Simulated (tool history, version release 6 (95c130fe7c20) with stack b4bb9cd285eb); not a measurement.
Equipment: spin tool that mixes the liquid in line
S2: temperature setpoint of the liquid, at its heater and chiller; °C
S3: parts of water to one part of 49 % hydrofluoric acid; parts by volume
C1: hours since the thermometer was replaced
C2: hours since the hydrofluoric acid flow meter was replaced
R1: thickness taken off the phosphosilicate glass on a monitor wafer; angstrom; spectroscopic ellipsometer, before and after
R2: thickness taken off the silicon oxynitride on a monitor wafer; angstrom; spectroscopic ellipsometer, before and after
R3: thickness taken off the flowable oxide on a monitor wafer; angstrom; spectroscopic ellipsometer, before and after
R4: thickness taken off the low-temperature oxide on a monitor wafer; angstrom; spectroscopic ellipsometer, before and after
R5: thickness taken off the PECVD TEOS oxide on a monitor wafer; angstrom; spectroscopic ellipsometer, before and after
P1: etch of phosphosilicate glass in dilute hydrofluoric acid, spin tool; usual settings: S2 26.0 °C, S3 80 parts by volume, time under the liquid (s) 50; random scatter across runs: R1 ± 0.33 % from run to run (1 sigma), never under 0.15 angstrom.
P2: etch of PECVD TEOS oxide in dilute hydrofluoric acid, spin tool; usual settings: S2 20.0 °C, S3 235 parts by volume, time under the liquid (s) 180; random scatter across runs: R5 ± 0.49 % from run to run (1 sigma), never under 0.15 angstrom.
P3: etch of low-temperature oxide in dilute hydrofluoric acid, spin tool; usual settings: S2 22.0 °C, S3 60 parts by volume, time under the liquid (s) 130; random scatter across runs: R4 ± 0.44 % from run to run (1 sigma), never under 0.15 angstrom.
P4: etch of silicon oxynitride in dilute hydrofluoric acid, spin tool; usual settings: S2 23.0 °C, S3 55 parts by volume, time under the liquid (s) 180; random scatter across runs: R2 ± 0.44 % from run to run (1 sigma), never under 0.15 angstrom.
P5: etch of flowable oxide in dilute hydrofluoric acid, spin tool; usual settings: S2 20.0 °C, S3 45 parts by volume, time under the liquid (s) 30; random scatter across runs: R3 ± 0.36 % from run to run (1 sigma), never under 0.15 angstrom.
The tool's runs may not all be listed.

{"run": 1, "hour": 10.5, "process that ran": "P1", "S2": 26.0, "S3": 80, "time under the liquid (s)": 50, "C1": 560.3, "C2": 808.7, "R1": 545.88}
{"run": 2, "hour": 17.8, "process that ran": "P4", "S2": 23.0, "S3": 55, "time under the liquid (s)": 180, "C1": 567.6, "C2": 816.0, "R2": 82.656}
{"run": 3, "hour": 26.9, "process that ran": "P5", "S2": 17.0, "S3": 45, "time under the liquid (s)": 30, "C1": 576.7, "C2": 825.1, "R3": 201.14}
{"run": 4, "hour": 36.6, "process that ran": "P5", "S2": 20.0, "S3": 65, "time under the liquid (s)": 30, "C1": 586.4, "C2": 834.8, "R3": 154.0}
{"run": 5, "hour": 45.8, "process that ran": "P4", "S2": 23.0, "S3": 55, "time under the liquid (s)": 305, "C1": 595.6, "C2": 844.0, "R2": 140.74}
{"run": 6, "hour": 56.2, "process that ran": "P5", "S2": 20.0, "S3": 45, "time under the liquid (s)": 30, "C1": 606.0, "C2": 854.4, "R3": 227.71}
{"run": 7, "hour": 64.5, "process that ran": "P3", "S2": 22.0, "S3": 60, "time under the liquid (s)": 190, "C1": 614.3, "C2": 862.7, "R4": 437.33}
{"run": 8, "hour": 73.6, "process that ran": "P1", "S2": 26.0, "S3": 80, "time under the liquid (s)": 50, "C1": 623.4, "C2": 871.8, "R1": 545.34}
{"run": 9, "hour": 81.9, "process that ran": "P2", "S2": 17.0, "S3": 235, "time under the liquid (s)": 180, "C1": 631.7, "C2": 880.1, "R5": 42.089}
{"run": 10, "hour": 89.6, "process that ran": "P1", "S2": 26.0, "S3": 105, "time under the liquid (s)": 15, "C1": 639.4, "C2": 887.8, "R1": 121.04}
{"run": 11, "hour": 100.7, "process that ran": "P3", "S2": 17.0, "S3": 60, "time under the liquid (s)": 130, "C1": 650.5, "C2": 898.9, "R4": 243.82}
{"run": 12, "hour": 112.8, "process that ran": "P1", "S2": 26.0, "S3": 40, "time under the liquid (s)": 50, "C1": 662.6, "C2": 911.0, "R1": 1155.3}
{"run": 13, "hour": 121.7, "process that ran": "P4", "S2": 18.0, "S3": 55, "time under the liquid (s)": 180, "C1": 671.5, "C2": 919.9, "R2": 64.519}
{"run": 14, "hour": 130.1, "process that ran": "P1", "S2": 26.0, "S3": 80, "time under the liquid (s)": 15, "C1": 679.9, "C2": 928.3, "R1": 163.75}
{"run": 15, "hour": 138.3, "process that ran": "P2", "S2": 20.0, "S3": 235, "time under the liquid (s)": 180, "C1": 688.1, "C2": 936.5, "R5": 47.302}
{"run": 16, "hour": 147.1, "process that ran": "P1", "S2": 26.0, "S3": 120, "time under the liquid (s)": 50, "C1": 696.9, "C2": 945.3, "R1": 346.89}
{"run": 17, "hour": 159.8, "process that ran": "P1", "S2": 26.0, "S3": 80, "time under the liquid (s)": 50, "C1": 709.6, "C2": 958.0, "R1": 546.54}
{"run": 18, "hour": 167.7, "process that ran": "P1", "S2": 26.0, "S3": 80, "time under the liquid (s)": 50, "C1": 717.5, "C2": 965.9, "R1": 548.74}
{"run": 19, "hour": 175.1, "process that ran": "P1", "S2": 26.0, "S3": 80, "time under the liquid (s)": 50, "C1": 724.9, "C2": 973.3, "R1": 543.61}
{"run": 20, "hour": 183.0, "process that ran": "P1", "S2": 26.0, "S3": 80, "time under the liquid (s)": 50, "C1": 732.8, "C2": 981.2, "R1": 547.1}
{"run": 21, "hour": 191.9, "process that ran": "P2", "S2": 20.0, "S3": 70, "time under the liquid (s)": 180, "C1": 741.7, "C2": 990.1, "R5": 189.46}
{"run": 22, "hour": 202.6, "process that ran": "P3", "S2": 22.0, "S3": 95, "time under the liquid (s)": 130, "C1": 752.4, "C2": 1000.8, "R4": 181.42}
{"run": 23, "hour": 213.3, "process that ran": "P1", "S2": 18.5, "S3": 80, "time under the liquid (s)": 50, "C1": 763.1, "C2": 1011.5, "R1": 404.12}

Run 24, settings as shown, results not yet in. Your forecast:
{"run": 24, "hour": 222.4, "process that ran": "P3", "S2": 22.0, "S3": 60, "time under the liquid (s)": 130, "C1": 772.2, "C2": 1020.6, "R4": "?"}

For run 24 the tool returned R4 300.98 angstrom.
